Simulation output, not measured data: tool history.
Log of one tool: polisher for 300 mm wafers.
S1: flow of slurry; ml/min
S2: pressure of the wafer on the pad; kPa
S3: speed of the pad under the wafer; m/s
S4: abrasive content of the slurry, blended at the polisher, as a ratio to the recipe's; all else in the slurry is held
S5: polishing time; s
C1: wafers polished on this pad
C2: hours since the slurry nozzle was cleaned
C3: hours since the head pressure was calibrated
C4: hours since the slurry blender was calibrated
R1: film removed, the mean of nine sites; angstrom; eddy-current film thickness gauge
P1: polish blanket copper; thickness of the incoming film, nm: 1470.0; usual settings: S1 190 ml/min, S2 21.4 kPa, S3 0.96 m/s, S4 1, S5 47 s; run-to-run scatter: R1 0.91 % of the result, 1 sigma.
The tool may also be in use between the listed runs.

run	hour	S1	S2	S3	S4	S5	C1	C2	C3	C4	R1
1	3.6	190	21.4	0.96	1	47	361	419.6	274.4	108.1	1644.7
2	7.7	190	21.4	0.96	1.3	47	424	423.7	278.5	112.2	1775.7
3	13.2	190	21.4	0.44	1.25	47	510	429.2	284	117.7	805.35
4	18.1	240	21.4	0.96	1	47	585	434.1	288.9	122.6	1690.9
5	24	190	21.4	0.96	1	47	677	440	294.8	128.5	1646.1
6	28.3	190	21.4	0.96	1	47	743	444.3	299.1	132.8	1666.2
7	32.2	190	21.4	0.44	1	47	804	448.2	303	136.7	763.03
8	35.2	190	21.4	0.96	1	62	850	451.2	306	139.7	2184.9
9	38.7	190	31	0.96	1	47	904	454.7	309.5	143.2	2443.6
# hour 40: slurry nozzle cleaned
10	42.9	190	21.4	0.7	0.55	47	969	2.9	313.7	147.4	1071.7
11	47.3	190	21.4	0.96	0.65	47	1037	7.3	318.1	151.8	1520.4
12	51.8	190	21.4	0.96	1	47	1107	11.8	322.6	156.3	1681
13	56	190	11.7	0.62	1	47	1172	16	326.8	160.5	597.33
14	60.8	115	21.4	0.96	1	47	1246	20.8	331.6	165.3	1499
15	66.7	190	21.4	1.34	1	47	1338	26.7	337.5	171.2	2336.2
16	71.8	190	9.7	0.96	1	47	1417	31.8	342.6	176.3	759.69
17	77.8	190	21.4	0.96	1	30	1510	37.8	348.6	182.3	1057.5
18	83.9	190	21.4	0.96	1	47	1604	43.9	354.7	188.4	1674.7
19	89.7	190	21.4	0.96	1	47	1694	49.7	360.5	194.2	1660.9
20	93	190	21.4	0.96	1	47	1745	53	363.8	197.5	1642.5
21	96.7	190	21.4	0.96	1	47	1802	56.7	367.5	201.2	1591.7
22	99.9	190	21.4	0.96	1	47	1852	59.9	370.7	204.4	1594.3
23	103.4	190	21.4	0.96	1	47	1906	63.4	374.2	207.9	1555.3
# hour 104.1: head pressure recalibrated
24	108	190	21.4	0.96	1	47	1977	68	3.9	212.5	1552.4
# hour 111.9: worn pad replaced by a new one
25	112.9	190	21.4	0.96	1	47	16	72.9	8.8	217.4	1544
26	118.1	190	21.4	0.96	1	47	96	78.1	14	222.6	1536.5
27	122.3	190	21.4	0.96	1	47	161	82.3	18.2	226.8	1548.6

What P1 gives has crept away from where it was. These 2 causes fit the log equally well, each at the size given:
A: abrasive missing from the slurry, % = 31
B: slurry flow missing at the pad, % = 36.3
The creep began at about hour 89.7.
Why every other cause is out:
removal rate lost through wear of the pad, %: serviced at hour 111.9, which brought nothing back
head's pressure below its setpoint, %: serviced at hour 104.1, which brought nothing back

4 check runs are offered, each on 2 wafers whose results are averaged, their results left as question marks. Which one tells the causes apart?
check 1	126.5	190	21.4	1.28	1	47					?
check 2	126.5	190	21.4	0.96	0.7	47					?
check 3	126.5	115	21.4	0.96	0.85	47					?
check 4	126.5	190	21.4	0.96	0.7	31					?

What each check would give under each cause:
check	result	if A	if B
check 1	R1	2052.9	2052.9
check 2	R1	1433.7	1428.8
check 3	R1	1363.3	1302.3
check 4	R1	945.64	942.37
How far apart the two closest causes lie, in the result that separates them most: check 1 0 %; check 2 0.35 %; check 3 4.58 %; check 4 0.35 %
Check 3 tells the causes apart: in the others they would give nearly the same result.

Check 3 was then run and gave: R1 1368.7 angstrom. Which cause is it?

It is A: abrasive missing from the slurry, %.
